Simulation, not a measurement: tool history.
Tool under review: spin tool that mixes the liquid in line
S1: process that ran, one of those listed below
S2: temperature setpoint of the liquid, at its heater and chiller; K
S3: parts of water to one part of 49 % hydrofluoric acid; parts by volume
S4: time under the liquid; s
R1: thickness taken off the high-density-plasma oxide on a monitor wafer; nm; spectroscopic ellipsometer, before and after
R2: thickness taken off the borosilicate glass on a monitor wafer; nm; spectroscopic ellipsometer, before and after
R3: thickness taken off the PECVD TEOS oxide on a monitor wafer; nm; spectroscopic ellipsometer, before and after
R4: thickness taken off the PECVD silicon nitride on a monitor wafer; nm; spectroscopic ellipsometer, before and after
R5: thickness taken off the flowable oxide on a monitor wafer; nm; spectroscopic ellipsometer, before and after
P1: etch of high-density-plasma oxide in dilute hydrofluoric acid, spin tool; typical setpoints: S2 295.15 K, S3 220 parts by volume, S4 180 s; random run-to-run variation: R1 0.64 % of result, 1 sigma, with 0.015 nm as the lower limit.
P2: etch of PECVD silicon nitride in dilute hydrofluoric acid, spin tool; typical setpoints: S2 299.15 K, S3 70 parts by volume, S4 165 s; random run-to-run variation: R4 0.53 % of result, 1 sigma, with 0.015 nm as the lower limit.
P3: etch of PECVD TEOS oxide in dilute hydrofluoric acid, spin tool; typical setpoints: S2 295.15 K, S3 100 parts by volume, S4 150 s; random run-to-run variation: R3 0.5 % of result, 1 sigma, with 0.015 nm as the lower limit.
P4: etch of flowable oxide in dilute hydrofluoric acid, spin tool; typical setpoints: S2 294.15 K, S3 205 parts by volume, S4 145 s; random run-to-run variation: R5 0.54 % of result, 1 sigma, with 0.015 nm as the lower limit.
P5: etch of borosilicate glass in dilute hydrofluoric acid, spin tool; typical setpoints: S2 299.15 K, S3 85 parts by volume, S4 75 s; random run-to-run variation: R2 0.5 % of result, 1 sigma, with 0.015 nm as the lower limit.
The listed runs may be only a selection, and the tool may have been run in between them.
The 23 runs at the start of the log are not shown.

{"run": 24, "hour": 336.3, "S1": "P4", "S2": 290.15, "S3": 205, "S4": 145, "R5": 25.081}
{"run": 25, "hour": 351.8, "S1": "P3", "S2": 295.15, "S3": 100, "S4": 150, "R3": 32.461}
{"run": 26, "hour": 368.8, "S1": "P1", "S2": 295.15, "S3": 220, "S4": 180, "R1": 4.5771}
{"run": 27, "hour": 381.8, "S1": "P1", "S2": 295.15, "S3": 220, "S4": 180, "R1": 4.637}
{"run": 28, "hour": 393.9, "S1": "P1", "S2": 295.15, "S3": 220, "S4": 305, "R1": 7.7339}
{"run": 29, "hour": 406.6, "S1": "P2", "S2": 299.15, "S3": 70, "S4": 165, "R4": 4.9168}
{"run": 30, "hour": 421.8, "S1": "P2", "S2": 299.15, "S3": 25, "S4": 165, "R4": 13.34}
{"run": 31, "hour": 436.9, "S1": "P5", "S2": 299.15, "S3": 85, "S4": 75, "R2": 22.836}

Run 32, settings as shown, results not yet in. Your forecast:
{"run": 32, "hour": 446.5, "S1": "P1", "S2": 295.15, "S3": 220, "S4": 180, "R1": "?"}

Run 32 came out at R1 4.5407 nm.
